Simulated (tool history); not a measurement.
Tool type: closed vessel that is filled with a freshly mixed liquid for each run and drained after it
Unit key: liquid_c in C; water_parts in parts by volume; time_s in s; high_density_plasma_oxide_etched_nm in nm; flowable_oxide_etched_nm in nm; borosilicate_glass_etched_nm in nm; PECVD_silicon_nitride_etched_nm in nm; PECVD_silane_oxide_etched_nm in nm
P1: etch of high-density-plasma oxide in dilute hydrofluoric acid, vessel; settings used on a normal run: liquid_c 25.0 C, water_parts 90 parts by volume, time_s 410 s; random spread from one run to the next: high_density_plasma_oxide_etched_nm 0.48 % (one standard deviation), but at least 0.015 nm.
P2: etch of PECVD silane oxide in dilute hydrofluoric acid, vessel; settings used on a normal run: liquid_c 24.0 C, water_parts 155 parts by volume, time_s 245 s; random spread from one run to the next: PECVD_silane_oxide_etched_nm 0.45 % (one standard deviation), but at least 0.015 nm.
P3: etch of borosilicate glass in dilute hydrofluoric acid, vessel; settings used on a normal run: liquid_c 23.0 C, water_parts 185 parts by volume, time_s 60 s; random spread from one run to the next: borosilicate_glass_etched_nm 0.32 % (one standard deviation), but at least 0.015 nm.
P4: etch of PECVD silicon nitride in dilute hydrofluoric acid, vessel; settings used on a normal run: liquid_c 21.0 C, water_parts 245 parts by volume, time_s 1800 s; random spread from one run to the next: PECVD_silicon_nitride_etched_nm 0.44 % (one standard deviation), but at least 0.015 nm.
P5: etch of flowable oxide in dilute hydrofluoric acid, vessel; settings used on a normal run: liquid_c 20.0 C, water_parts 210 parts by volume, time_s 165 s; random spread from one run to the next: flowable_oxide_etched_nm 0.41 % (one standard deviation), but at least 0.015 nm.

run,hour,process,liquid_c,water_parts,time_s,hours since the thermometer was replaced,hours since the hydrofluoric acid flow meter was replaced,high_density_plasma_oxide_etched_nm,flowable_oxide_etched_nm,borosilicate_glass_etched_nm,PECVD_silicon_nitride_etched_nm,PECVD_silane_oxide_etched_nm
1,8.6,P1,25.0,90,410,336.1,1031.0,41.1910,,,,
2,17.4,P5,20.0,210,330,344.9,1039.8,,46.037,,,
3,28.2,P1,25.0,90,130,355.7,1050.6,12.8700,,,,
4,41.0,P3,17.0,185,60,368.5,1063.4,,,11.902,,
5,52.8,P1,25.0,90,410,380.3,1075.2,40.3870,,,,
6,61.2,P5,20.0,210,165,388.7,1083.6,,23.126,,,
7,73.2,P3,23.0,185,115,400.7,1095.6,,,28.810,,
8,84.1,P4,21.0,45,1800,411.6,1106.5,,,,179.890,
9,92.1,P1,25.0,90,410,419.6,1114.5,40.6710,,,,
10,100.8,P5,28.0,210,165,428.3,1123.2,,31.062,,,
11,111.7,P1,32.0,90,410,439.2,1134.1,53.6290,,,,
12,120.5,P2,24.0,75,245,448.0,1142.9,,,,,104.470
13,130.0,P2,24.0,155,245,457.5,1152.4,,,,,45.834
14,141.0,P1,25.0,150,410,468.5,1163.4,22.5940,,,,
15,148.7,P4,21.0,245,1800,476.2,1171.1,,,,34.418,
16,156.8,P2,18.5,155,245,484.3,1179.2,,,,,36.928
17,166.8,P1,25.0,90,410,494.3,1189.2,41.0040,,,,
18,178.8,P4,21.0,245,620,506.3,1201.2,,,,11.913,
19,190.0,P1,21.5,90,705,517.5,1212.4,61.0660,,,,
20,198.9,P4,17.0,245,1800,526.4,1221.3,,,,26.351,
21,208.1,P1,25.0,20,110,535.6,1230.5,54.2020,,,,
22,220.9,P3,23.0,185,60,548.4,1243.3,,,15.020,,
23,228.0,P1,25.0,90,745,555.5,1250.4,74.4340,,,,
24,238.0,P3,23.0,185,60,565.5,1260.4,,,14.928,,
25,244.7,P1,25.0,125,75,572.2,1267.1,5.1342,,,,
26,254.5,P1,25.0,35,410,582.0,1276.9,112.7500,,,,
27,261.1,P3,23.0,85,60,588.6,1283.5,,,36.512,,
28,268.3,P5,20.0,210,165,595.8,1290.7,,23.189,,,
29,276.3,P5,20.0,35,165,603.8,1298.7,,167.220,,,
30,285.6,P2,24.0,155,60,613.1,1308.0,,,,,11.221
31,294.1,P4,21.0,245,1800,621.6,1316.5,,,,34.438,
32,301.4,P1,17.5,90,410,628.9,1323.8,30.0250,,,,
33,316.4,P1,25.0,90,410,643.9,1338.8,40.6400,,,,
34,326.9,P1,25.0,90,410,654.4,1349.3,39.5800,,,,
35,335.5,P1,25.0,90,410,663.0,1357.9,39.3310,,,,
36,346.4,P1,25.0,90,410,673.9,1368.8,38.8750,,,,
37,355.5,P1,25.0,90,410,683.0,1377.9,38.7580,,,,
38,370.2,P1,25.0,90,410,697.7,1392.6,38.4530,,,,
39,383.5,P1,25.0,90,410,711.0,1405.9,38.1740,,,,
40,394.8,P1,25.0,90,410,722.3,1417.2,38.4800,,,,
41,409.7,P1,25.0,90,410,737.2,1432.1,38.1700,,,,
42,419.3,P1,25.0,90,410,746.8,1441.7,38.1890,,,,

P1 has crept away from where it was. The log is fitted equally well by each of these 2 causes, at the sizes shown:
A: hydrofluoric acid flow below the setpoint (%) = 5.9
B: liquid colder than its thermometer reads (K) = 1.71
At approximately hour 316.4, the process output began to creep.

Each of the 4 check runs below uses one wafer; its results are left as question marks. Which run tells the causes apart?
check 1,428.9,P2,18.5,155,245,,,,,,,?
check 2,428.9,P4,21.0,110,840,,,,,,?,
check 3,428.9,P5,20.0,55,305,,,,?,,,
check 4,428.9,P3,17.5,185,90,,,,,?,,

What every check run would give for each of its results, assuming each possible cause in turn:
check,result,if A,if B
check 1,PECVD_silane_oxide_etched_nm,34.401,34.436
check 2,PECVD_silicon_nitride_etched_nm,32.954,31.150
check 3,flowable_oxide_etched_nm,180.380,178.960
check 4,borosilicate_glass_etched_nm,16.912,16.957
Per-check spread between the two closest causes, in the result where they differ most: check 1 0.1 %; check 2 5.63 %; check 3 0.79 %; check 4 0.27 %
Check 2 tells the causes apart: in the others they would give nearly the same result.

After running check 2, the following was obtained: PECVD_silicon_nitride_etched_nm 31.269 nm. Which cause does this point to?

It is B: liquid colder than its thermometer reads (K).

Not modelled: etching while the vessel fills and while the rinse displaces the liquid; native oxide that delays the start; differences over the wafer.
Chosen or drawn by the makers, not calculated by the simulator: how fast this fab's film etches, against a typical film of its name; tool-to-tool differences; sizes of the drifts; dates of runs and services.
